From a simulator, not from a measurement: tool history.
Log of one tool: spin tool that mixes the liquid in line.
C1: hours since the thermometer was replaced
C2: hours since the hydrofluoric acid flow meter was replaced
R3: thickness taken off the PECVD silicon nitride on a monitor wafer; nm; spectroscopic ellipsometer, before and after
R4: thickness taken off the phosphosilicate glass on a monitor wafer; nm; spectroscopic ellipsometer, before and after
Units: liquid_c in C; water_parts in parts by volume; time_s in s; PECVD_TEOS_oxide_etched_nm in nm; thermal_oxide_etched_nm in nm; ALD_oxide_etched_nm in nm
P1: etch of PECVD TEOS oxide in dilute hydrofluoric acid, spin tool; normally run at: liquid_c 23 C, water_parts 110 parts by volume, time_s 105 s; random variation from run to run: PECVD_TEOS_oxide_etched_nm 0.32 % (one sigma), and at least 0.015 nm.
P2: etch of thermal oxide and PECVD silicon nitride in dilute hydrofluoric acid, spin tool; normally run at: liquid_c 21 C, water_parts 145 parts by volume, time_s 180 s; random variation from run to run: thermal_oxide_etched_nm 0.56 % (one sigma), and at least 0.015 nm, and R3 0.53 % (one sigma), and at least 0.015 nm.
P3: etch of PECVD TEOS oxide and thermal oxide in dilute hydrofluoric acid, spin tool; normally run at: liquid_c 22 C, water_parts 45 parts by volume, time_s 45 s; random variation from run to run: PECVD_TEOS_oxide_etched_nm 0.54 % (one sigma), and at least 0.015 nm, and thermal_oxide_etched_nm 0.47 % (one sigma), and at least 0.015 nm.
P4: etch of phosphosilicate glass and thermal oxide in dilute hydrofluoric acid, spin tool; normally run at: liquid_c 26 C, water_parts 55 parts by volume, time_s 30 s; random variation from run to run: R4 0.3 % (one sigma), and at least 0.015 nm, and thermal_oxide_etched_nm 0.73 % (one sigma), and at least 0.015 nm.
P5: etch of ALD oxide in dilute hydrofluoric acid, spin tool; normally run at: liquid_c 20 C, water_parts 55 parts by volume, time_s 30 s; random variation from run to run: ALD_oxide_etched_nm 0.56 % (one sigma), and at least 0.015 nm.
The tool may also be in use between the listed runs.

run 1 hour=10.2 | process=P1 liquid_c=23 water_parts=110 time_s=105 | C1=851.8 C2=797 | PECVD_TEOS_oxide_etched_nm=22.515
run 2 hour=19.9 | process=P2 liquid_c=21 water_parts=35 time_s=180 | C1=861.5 C2=806.7 | thermal_oxide_etched_nm=23.062 R3=22.873
run 3 hour=27.8 | process=P1 liquid_c=23 water_parts=65 time_s=105 | C1=869.4 C2=814.6 | PECVD_TEOS_oxide_etched_nm=40.298
run 4 hour=35 | process=P1 liquid_c=23 water_parts=110 time_s=105 | C1=876.6 C2=821.8 | PECVD_TEOS_oxide_etched_nm=22.574
run 5 hour=41 | process=P1 liquid_c=23 water_parts=110 time_s=105 | C1=882.6 C2=827.8 | PECVD_TEOS_oxide_etched_nm=22.426
run 6 hour=48.8 | process=P4 liquid_c=20.5 water_parts=55 time_s=30 | C1=890.4 C2=835.6 | thermal_oxide_etched_nm=2.2817 R4=73.76
run 7 hour=57.7 | process=P1 liquid_c=23 water_parts=190 time_s=105 | C1=899.3 C2=844.5 | PECVD_TEOS_oxide_etched_nm=11.972
run 8 hour=67.3 | process=P3 liquid_c=30 water_parts=45 time_s=45 | C1=908.9 C2=854.1 | PECVD_TEOS_oxide_etched_nm=25.353 thermal_oxide_etched_nm=6.7009
run 9 hour=74.8 | process=P2 liquid_c=21 water_parts=145 time_s=180 | C1=916.4 C2=861.6 | thermal_oxide_etched_nm=4.9432 R3=5.7181
run 10 hour=81.4 | process=P3 liquid_c=22 water_parts=45 time_s=45 | C1=923 C2=868.2 | PECVD_TEOS_oxide_etched_nm=18.286 thermal_oxide_etched_nm=4.8319
run 11 hour=88.7 | process=P4 liquid_c=26 water_parts=55 time_s=55 | C1=930.3 C2=875.5 | thermal_oxide_etched_nm=5.2444 R4=170.67
run 12 hour=95.4 | process=P5 liquid_c=20 water_parts=95 time_s=30 | C1=937 C2=882.2 | ALD_oxide_etched_nm=7.384
run 13 hour=102.4 | process=P1 liquid_c=23 water_parts=110 time_s=105 | C1=944 C2=889.2 | PECVD_TEOS_oxide_etched_nm=22.487
run 14 hour=108.1 | process=P3 liquid_c=22 water_parts=45 time_s=15 | C1=949.7 C2=894.9 | PECVD_TEOS_oxide_etched_nm=6.1529 thermal_oxide_etched_nm=1.6119
run 15 hour=117.2 | process=P1 liquid_c=23 water_parts=110 time_s=180 | C1=958.8 C2=904 | PECVD_TEOS_oxide_etched_nm=38.618
run 16 hour=127.8 | process=P1 liquid_c=27 water_parts=110 time_s=105 | C1=969.4 C2=914.6 | PECVD_TEOS_oxide_etched_nm=26.338
run 17 hour=132.9 | process=P1 liquid_c=23 water_parts=110 time_s=25 | C1=974.5 C2=919.7 | PECVD_TEOS_oxide_etched_nm=5.3699
run 18 hour=137.8 | process=P5 liquid_c=20 water_parts=55 time_s=30 | C1=979.4 C2=924.6 | ALD_oxide_etched_nm=13.447
run 19 hour=143.1 | process=P2 liquid_c=17 water_parts=145 time_s=180 | C1=984.7 C2=929.9 | thermal_oxide_etched_nm=4.1569 R3=4.3818
run 20 hour=148 | process=P5 liquid_c=17 water_parts=55 time_s=30 | C1=989.6 C2=934.8 | ALD_oxide_etched_nm=11.791
run 21 hour=156.9 | process=P4 liquid_c=26 water_parts=85 time_s=30 | C1=998.5 C2=943.7 | thermal_oxide_etched_nm=1.7899 R4=57.835
run 22 hour=164.1 | process=P5 liquid_c=20 water_parts=55 time_s=65 | C1=1005.7 C2=950.9 | ALD_oxide_etched_nm=29.359
run 23 hour=174.6 | process=P1 liquid_c=23 water_parts=110 time_s=105 | C1=1016.2 C2=961.4 | PECVD_TEOS_oxide_etched_nm=22.575
run 24 hour=182.5 | process=P2 liquid_c=21 water_parts=145 time_s=310 | C1=1024.1 C2=969.3 | thermal_oxide_etched_nm=8.4221 R3=9.8763
run 25 hour=188.7 | process=P1 liquid_c=23 water_parts=110 time_s=105 | C1=1030.3 C2=975.5 | PECVD_TEOS_oxide_etched_nm=22.51
run 26 hour=195.5 | process=P2 liquid_c=21 water_parts=145 time_s=180 | C1=1037.1 C2=982.3 | thermal_oxide_etched_nm=4.929 R3=5.6635
run 27 hour=203.4 | process=P3 liquid_c=22 water_parts=20 time_s=45 | C1=1045 C2=990.2 | PECVD_TEOS_oxide_etched_nm=43.107 thermal_oxide_etched_nm=11.214
run 28 hour=212.6 | process=P1 liquid_c=26.5 water_parts=110 time_s=185 | C1=1054.2 C2=999.4 | PECVD_TEOS_oxide_etched_nm=45.329
run 29 hour=220.5 | process=P4 liquid_c=26 water_parts=55 time_s=30 | C1=1062.1 C2=1007.3 | thermal_oxide_etched_nm=2.8414 R4=93.303
run 30 hour=230.5 | process=P1 liquid_c=17 water_parts=110 time_s=105 | C1=1072.1 C2=1017.3 | PECVD_TEOS_oxide_etched_nm=17.601
run 31 hour=236.6 | process=P5 liquid_c=20 water_parts=55 time_s=30 | C1=1078.2 C2=1023.4 | ALD_oxide_etched_nm=13.409
run 32 hour=244.9 | process=P1 liquid_c=23 water_parts=110 time_s=105 | C1=1086.5 C2=1031.7 | PECVD_TEOS_oxide_etched_nm=22.66
run 33 hour=251.4 | process=P1 liquid_c=23 water_parts=110 time_s=105 | C1=1093 C2=1038.2 | PECVD_TEOS_oxide_etched_nm=23.073
run 34 hour=260.7 | process=P1 liquid_c=23 water_parts=110 time_s=105 | C1=1102.3 C2=1047.5 | PECVD_TEOS_oxide_etched_nm=23.623
run 35 hour=268.6 | process=P1 liquid_c=23 water_parts=110 time_s=105 | C1=1110.2 C2=1055.4 | PECVD_TEOS_oxide_etched_nm=23.624
run 36 hour=278.2 | process=P1 liquid_c=23 water_parts=110 time_s=105 | C1=1119.8 C2=1065 | PECVD_TEOS_oxide_etched_nm=23.982
run 37 hour=284.7 | process=P1 liquid_c=23 water_parts=110 time_s=105 | C1=1126.3 C2=1071.5 | PECVD_TEOS_oxide_etched_nm=24.233
run 38 hour=294.5 | process=P1 liquid_c=23 water_parts=110 time_s=105 | C1=1136.1 C2=1081.3 | PECVD_TEOS_oxide_etched_nm=24.218
run 39 hour=304.4 | process=P1 liquid_c=23 water_parts=110 time_s=105 | C1=1146 C2=1091.2 | PECVD_TEOS_oxide_etched_nm=24.254
run 40 hour=311.3 | process=P1 liquid_c=23 water_parts=110 time_s=105 | C1=1152.9 C2=1098.1 | PECVD_TEOS_oxide_etched_nm=24.451
run 41 hour=316 | process=P1 liquid_c=23 water_parts=110 time_s=105 | C1=1157.6 C2=1102.8 | PECVD_TEOS_oxide_etched_nm=24.269
run 42 hour=322.3 | process=P1 liquid_c=23 water_parts=110 time_s=105 | C1=1163.9 C2=1109.1 | PECVD_TEOS_oxide_etched_nm=24.328
run 43 hour=329 | process=P1 liquid_c=23 water_parts=110 time_s=105 | C1=1170.6 C2=1115.8 | PECVD_TEOS_oxide_etched_nm=24.434

What P1 gives has crept away from where it was. These 2 causes fit the log equally well, each at the size given:
A: liquid hotter than its thermometer reads (K) = 2.03
B: hydrofluoric acid flow above the setpoint (%) = 7.33
The creep began at about hour 244.9.

4 check runs are offered, one wafer each, their results left as question marks. Which one tells the causes apart?
run check 1 hour=335.7 | process=P2 liquid_c=21 water_parts=145 time_s=180 | thermal_oxide_etched_nm=? R3=?
run check 2 hour=335.7 | process=P3 liquid_c=22 water_parts=45 time_s=45 | PECVD_TEOS_oxide_etched_nm=? thermal_oxide_etched_nm=?
run check 3 hour=335.7 | process=P4 liquid_c=26 water_parts=55 time_s=30 | thermal_oxide_etched_nm=? R4=?
run check 4 hour=335.7 | process=P5 liquid_c=20 water_parts=55 time_s=30 | ALD_oxide_etched_nm=?

What each check would give under each cause:
check=check_1 result=thermal_oxide_etched_nm if_A=5.3188 if_B=5.3293
check=check_1 result=R3 if_A=6.5168 if_B=6.1107
check=check_2 result=PECVD_TEOS_oxide_etched_nm if_A=19.997 if_B=19.799
check=check_2 result=thermal_oxide_etched_nm if_A=5.2446 if_B=5.1926
check=check_3 result=thermal_oxide_etched_nm if_A=3.1343 if_B=3.1181
check=check_3 result=R4 if_A=100.89 if_B=100.37
check=check_4 result=ALD_oxide_etched_nm if_A=14.575 if_B=14.431
How far apart the two closest causes lie, in the result that separates them most: check 1 6.43 %; check 2 1 %; check 3 0.52 %; check 4 0.99 %
Only check 1 tells the causes apart: in the others they would give nearly the same result.

Check 1 was then run and gave: thermal_oxide_etched_nm 5.312 nm; R3 6.1373 nm. Which cause is it?

It is B: hydrofluoric acid flow above the setpoint (%).
